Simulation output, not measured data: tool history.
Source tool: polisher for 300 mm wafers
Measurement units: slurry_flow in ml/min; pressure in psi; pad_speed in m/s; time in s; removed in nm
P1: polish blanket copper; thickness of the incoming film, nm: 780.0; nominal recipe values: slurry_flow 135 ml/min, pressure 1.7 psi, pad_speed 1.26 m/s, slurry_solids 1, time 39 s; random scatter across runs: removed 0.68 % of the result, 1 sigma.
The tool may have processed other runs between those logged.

run   hour  slurry_flow  pressure  pad_speed  slurry_solids  time  wafers polished on this pad  hours since the slurry nozzle was cleaned  hours since the head pressure was calibrated  hours since the slurry blender was calibrated  removed
  1     10          135       1.7       1.26              1    39                          354                                      534.3                                         497.4                                          159.8   73.199
  2   19.7          135       1.7       1.26              1    19                          517                                        544                                         507.1                                          169.5   35.532
  3   29.1          135       0.9       1.26              1    39                          676                                      553.4                                         516.5                                          178.9   38.606
  4   36.7          135       1.7       1.26              1    39                          804                                        561                                         524.1                                          186.5   72.247
  5   42.1          135       1.7       1.26              1    39                          894                                      566.4                                         529.5                                          191.9   72.531
  6   46.7          135       1.7       1.96              1    39                          972                                        571                                         534.1                                          196.5   113.89
  7   52.8          195       1.7       1.26              1    39                         1075                                      577.1                                         540.2                                          202.6   78.517
      59.6  -- slurry blender recalibrated
  8   61.8          100       1.7       1.26              1    39                         1226                                      586.1                                         549.2                                            2.3   68.532
  9   71.1           95       1.7       1.26              1    19                         1382                                      595.4                                         558.5                                           11.6   32.706
 10   76.8          135       1.7       1.26              1    39                         1478                                      601.1                                         564.2                                           17.3    73.34
 11   86.6          135       1.7       1.26              1    39                         1643                                      610.9                                           574                                           27.1    73.64
 12   94.2          135       1.7       0.92              1    39                         1771                                      618.5                                         581.6                                           34.7   53.304
 13  102.3          135       2.6       1.26              1    39                         1907                                      626.6                                         589.7                                           42.8   111.11
 14  107.1          135       1.7       1.26           1.45    39                         1988                                      631.4                                         594.5                                           47.6   79.488
 15    117          135       1.7       1.26              1    62                         2155                                      641.3                                         604.4                                           57.5   114.93

The next listed run, before its measurement:
 16  123.5          135       1.7       1.26            0.5    39                         2264                                      647.8                                         610.9                                             64        ?

removed: 62.969 nm
